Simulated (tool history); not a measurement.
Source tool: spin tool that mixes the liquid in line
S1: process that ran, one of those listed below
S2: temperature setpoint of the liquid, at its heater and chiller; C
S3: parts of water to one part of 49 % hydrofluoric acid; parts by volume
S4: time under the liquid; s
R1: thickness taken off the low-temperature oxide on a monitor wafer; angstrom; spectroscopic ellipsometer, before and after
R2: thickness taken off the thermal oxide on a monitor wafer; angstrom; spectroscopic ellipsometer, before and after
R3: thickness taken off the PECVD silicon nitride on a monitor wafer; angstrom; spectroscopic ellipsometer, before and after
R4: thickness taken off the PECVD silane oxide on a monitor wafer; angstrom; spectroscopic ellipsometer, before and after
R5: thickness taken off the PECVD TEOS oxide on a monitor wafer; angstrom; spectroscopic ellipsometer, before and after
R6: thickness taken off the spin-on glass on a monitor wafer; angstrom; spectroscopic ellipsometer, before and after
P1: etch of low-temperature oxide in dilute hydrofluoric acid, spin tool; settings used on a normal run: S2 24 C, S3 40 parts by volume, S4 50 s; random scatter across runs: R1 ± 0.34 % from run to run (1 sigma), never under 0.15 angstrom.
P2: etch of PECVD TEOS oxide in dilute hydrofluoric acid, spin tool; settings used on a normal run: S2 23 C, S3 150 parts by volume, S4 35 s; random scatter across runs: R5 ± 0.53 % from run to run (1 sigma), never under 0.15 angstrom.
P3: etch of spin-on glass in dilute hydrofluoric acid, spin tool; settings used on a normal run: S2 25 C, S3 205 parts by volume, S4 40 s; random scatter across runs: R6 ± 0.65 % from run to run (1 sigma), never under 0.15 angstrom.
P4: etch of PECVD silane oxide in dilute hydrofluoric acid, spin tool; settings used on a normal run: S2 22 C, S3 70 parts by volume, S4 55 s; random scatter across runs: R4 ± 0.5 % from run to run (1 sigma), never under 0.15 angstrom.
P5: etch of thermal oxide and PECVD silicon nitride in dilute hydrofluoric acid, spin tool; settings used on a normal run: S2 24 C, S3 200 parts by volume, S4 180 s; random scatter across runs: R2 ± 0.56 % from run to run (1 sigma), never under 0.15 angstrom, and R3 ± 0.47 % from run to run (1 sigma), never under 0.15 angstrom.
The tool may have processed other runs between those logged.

Run 1, day 0.308: S1 P1, S2 24 C, S3 40 parts by volume, S4 50 s. Result: R1 250.89 angstrom.
Run 2, day 0.633: S1 P5, S2 24 C, S3 200 parts by volume, S4 65 s. Result: R2 13.061 angstrom, R3 18.218 angstrom.
Run 3, day 1.204: S1 P5, S2 32.5 C, S3 200 parts by volume, S4 180 s. Result: R2 49.802 angstrom, R3 85.336 angstrom.
Run 4, day 1.779: S1 P4, S2 22 C, S3 70 parts by volume, S4 90 s. Result: R4 329.19 angstrom.
Run 5, day 2.296: S1 P1, S2 24 C, S3 40 parts by volume, S4 15 s. Result: R1 75.182 angstrom.
Run 6, day 2.629: S1 P2, S2 23 C, S3 30 parts by volume, S4 35 s. Result: R5 264.28 angstrom.
Run 7, day 3.117: S1 P5, S2 24 C, S3 200 parts by volume, S4 180 s. Result: R2 36.506 angstrom, R3 51.329 angstrom.
Run 8, day 3.604: S1 P1, S2 24 C, S3 20 parts by volume, S4 50 s. Result: R1 515.29 angstrom.
At day 3.95: thermometer replaced.
Run 9, day 4.142: S1 P3, S2 25 C, S3 205 parts by volume, S4 60 s. Result: R6 69.293 angstrom.
Run 10, day 4.392: S1 P2, S2 31 C, S3 150 parts by volume, S4 35 s. Result: R5 61.16 angstrom.
Run 11, day 4.908: S1 P3, S2 25 C, S3 205 parts by volume, S4 40 s. Result: R6 45.722 angstrom.
Run 12, day 5.296: S1 P4, S2 17 C, S3 70 parts by volume, S4 55 s. Result: R4 163.73 angstrom.
Run 13, day 5.704: S1 P1, S2 24 C, S3 25 parts by volume, S4 30 s. Result: R1 245.72 angstrom.
Run 14, day 6.2: S1 P1, S2 19.5 C, S3 40 parts by volume, S4 50 s. Result: R1 207.22 angstrom.
Run 15, day 6.504: S1 P1, S2 24 C, S3 40 parts by volume, S4 50 s. Result: R1 249.16 angstrom.
Run 16, day 6.85: S1 P1, S2 24 C, S3 40 parts by volume, S4 50 s. Result: R1 250.08 angstrom.
Run 17, day 7.346: S1 P2, S2 23 C, S3 150 parts by volume, S4 15 s. Result: R5 19.429 angstrom.
Run 18, day 7.904: S1 P4, S2 22 C, S3 20 parts by volume, S4 55 s. Result: R4 746.72 angstrom.
Run 19, day 8.467: S1 P3, S2 19.5 C, S3 205 parts by volume, S4 40 s. Result: R6 36.856 angstrom.
Run 20, day 9.042: S1 P5, S2 24 C, S3 275 parts by volume, S4 180 s. Result: R2 24.711 angstrom, R3 36.961 angstrom.
Run 21, day 9.442: S1 P1, S2 24 C, S3 40 parts by volume, S4 50 s. Result: R1 249.29 angstrom.
Run 22, day 9.95: S1 P1, S2 28.5 C, S3 40 parts by volume, S4 80 s. Result: R1 480.28 angstrom.
Run 23, day 10.267: S1 P1, S2 24 C, S3 40 parts by volume, S4 80 s. Result: R1 402.9 angstrom.
Run 24, day 10.754: S1 P2, S2 23 C, S3 150 parts by volume, S4 35 s. Result: R5 45.528 angstrom.
Run 25, day 11.196: S1 P1, S2 24 C, S3 70 parts by volume, S4 50 s. Result: R1 138.18 angstrom.
Run 26, day 11.771: S1 P1, S2 30.5 C, S3 40 parts by volume, S4 50 s. Result: R1 323.78 angstrom.
Run 27, day 12.342: S1 P3, S2 25 C, S3 80 parts by volume, S4 40 s. Result: R6 134.45 angstrom.
Run 28, day 12.692: S1 P1, S2 24 C, S3 40 parts by volume, S4 50 s. Result: R1 249.91 angstrom.
Run 29, day 13.162: S1 P4, S2 22 C, S3 70 parts by volume, S4 55 s. Result: R4 199.65 angstrom.
Run 30, day 13.521: S1 P4, S2 22 C, S3 70 parts by volume, S4 55 s. Result: R4 202.54 angstrom.
Run 31, day 13.804: S1 P1, S2 24 C, S3 40 parts by volume, S4 50 s. Result: R1 250.22 angstrom.
Run 32, day 14.225: S1 P1, S2 24 C, S3 40 parts by volume, S4 50 s. Result: R1 256.96 angstrom.
Run 33, day 14.65: S1 P1, S2 24 C, S3 40 parts by volume, S4 50 s. Result: R1 263.49 angstrom.
Run 34, day 15.142: S1 P1, S2 24 C, S3 40 parts by volume, S4 50 s. Result: R1 265.19 angstrom.
Run 35, day 15.679: S1 P1, S2 24 C, S3 40 parts by volume, S4 50 s. Result: R1 266.8 angstrom.
Run 36, day 16.004: S1 P1, S2 24 C, S3 40 parts by volume, S4 50 s. Result: R1 266.82 angstrom.
Run 37, day 16.362: S1 P1, S2 24 C, S3 40 parts by volume, S4 50 s. Result: R1 266.44 angstrom.
Run 38, day 16.638: S1 P1, S2 24 C, S3 40 parts by volume, S4 50 s. Result: R1 268.15 angstrom.
Run 39, day 16.912: S1 P1, S2 24 C, S3 40 parts by volume, S4 50 s. Result: R1 268.24 angstrom.

What P1 gives has crept off from where it sat before. The 2 causes that follow fit the log equally well, each at the size noted:
A: liquid hotter than its thermometer reads (K) = 1.63
B: hydrofluoric acid flow above the setpoint (%) = 6.57
The process output started creeping at around day 13.804.

Each of the check runs listed below is run on 2 wafers and reports their average, with the results left as question marks. Pick the one under which the possible causes would lead to clearly different results.
Run check 1, day 17.188: S1 P3, S2 25 C, S3 80 parts by volume, S4 40 s. Result: R6 ?.
Run check 2, day 17.188: S1 P4, S2 22 C, S3 70 parts by volume, S4 80 s. Result: R4 ?.
Run check 3, day 17.188: S1 P2, S2 30.5 C, S3 55 parts by volume, S4 35 s. Result: R5 ?.
Run check 4, day 17.188: S1 P5, S2 28.5 C, S3 200 parts by volume, S4 180 s. Result: R2 ?, R3 ?.

If the cause were each of the candidates in turn, the checks would give the following:
  check  result    if A    if B
check 1      R6   144.1   144.9
check 2      R4  312.05  312.77
check 3      R5  200.09  201.27
check 4      R2  45.861  46.864
check 4      R3  74.206  71.746
Per check, the gap between the least separated pair of causes, taken in the result that splits them most: check 1 0.55 %; check 2 0.23 %; check 3 0.59 %; check 4 3.37 %
Only check 4 tells the causes apart: in the others they would give nearly the same result.

Check 4 was then run and gave: R2 46.857 angstrom; R3 72.16 angstrom. Which cause is it?

It is B: hydrofluoric acid flow above the setpoint (%).

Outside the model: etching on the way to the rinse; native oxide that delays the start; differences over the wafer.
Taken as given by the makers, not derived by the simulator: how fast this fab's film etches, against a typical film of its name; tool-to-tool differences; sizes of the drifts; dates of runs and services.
